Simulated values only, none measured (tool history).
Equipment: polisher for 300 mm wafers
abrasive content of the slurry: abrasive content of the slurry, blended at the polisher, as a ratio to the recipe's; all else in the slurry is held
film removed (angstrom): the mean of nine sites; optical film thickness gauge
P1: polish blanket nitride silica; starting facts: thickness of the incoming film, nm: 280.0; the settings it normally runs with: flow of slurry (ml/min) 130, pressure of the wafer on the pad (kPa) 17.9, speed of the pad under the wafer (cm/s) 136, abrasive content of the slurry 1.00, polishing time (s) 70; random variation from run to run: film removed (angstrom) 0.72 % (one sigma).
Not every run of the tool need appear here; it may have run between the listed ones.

| run | hour | flow of slurry (ml/min) | pressure of the wafer on the pad (kPa) | speed of the pad under the wafer (cm/s) | abrasive content of the slurry | polishing time (s) | film removed (angstrom) |
|---|---|---|---|---|---|---|---|
| 1 | 3.3 | 130 | 17.9 | 136 | 1.00 | 70 | 447.70 |
| 2 | 8.1 | 130 | 27.6 | 136 | 1.00 | 70 | 696.09 |
| 3 | 11.1 | 130 | 17.9 | 136 | 1.00 | 70 | 448.61 |
| 4 | 13.3 | 130 | 17.9 | 136 | 1.00 | 45 | 289.45 |
| 5 | 15.8 | 130 | 17.9 | 204 | 1.00 | 70 | 624.12 |
| 6 | 20.3 | 130 | 17.9 | 136 | 1.00 | 70 | 449.76 |
| 7 | 22.6 | 130 | 17.9 | 136 | 1.00 | 99 | 639.50 |
| 8 | 27.4 | 130 | 8.3 | 136 | 1.00 | 70 | 207.11 |
| 9 | 30.5 | 130 | 17.9 | 136 | 1.00 | 70 | 451.15 |
|  | 32.3 | head pressure recalibrated |
| 10 | 32.6 | 130 | 17.9 | 136 | 0.50 | 70 | 306.67 |
| 11 | 36.0 | 130 | 17.9 | 62 | 1.00 | 70 | 239.30 |
| 12 | 38.5 | 205 | 17.9 | 136 | 1.00 | 70 | 490.83 |
| 13 | 43.4 | 130 | 17.9 | 136 | 1.25 | 70 | 499.85 |
| 14 | 48.0 | 80 | 17.9 | 136 | 1.00 | 70 | 396.68 |
| 15 | 50.4 | 80 | 17.9 | 82 | 1.00 | 70 | 266.87 |
| 16 | 54.5 | 130 | 17.9 | 136 | 1.00 | 70 | 449.69 |

Expected results for the next run?
| 17 | 57.5 | 130 | 17.9 | 136 | 1.00 | 70 | ? |

Run 17 produced film removed (angstrom) 451.54.

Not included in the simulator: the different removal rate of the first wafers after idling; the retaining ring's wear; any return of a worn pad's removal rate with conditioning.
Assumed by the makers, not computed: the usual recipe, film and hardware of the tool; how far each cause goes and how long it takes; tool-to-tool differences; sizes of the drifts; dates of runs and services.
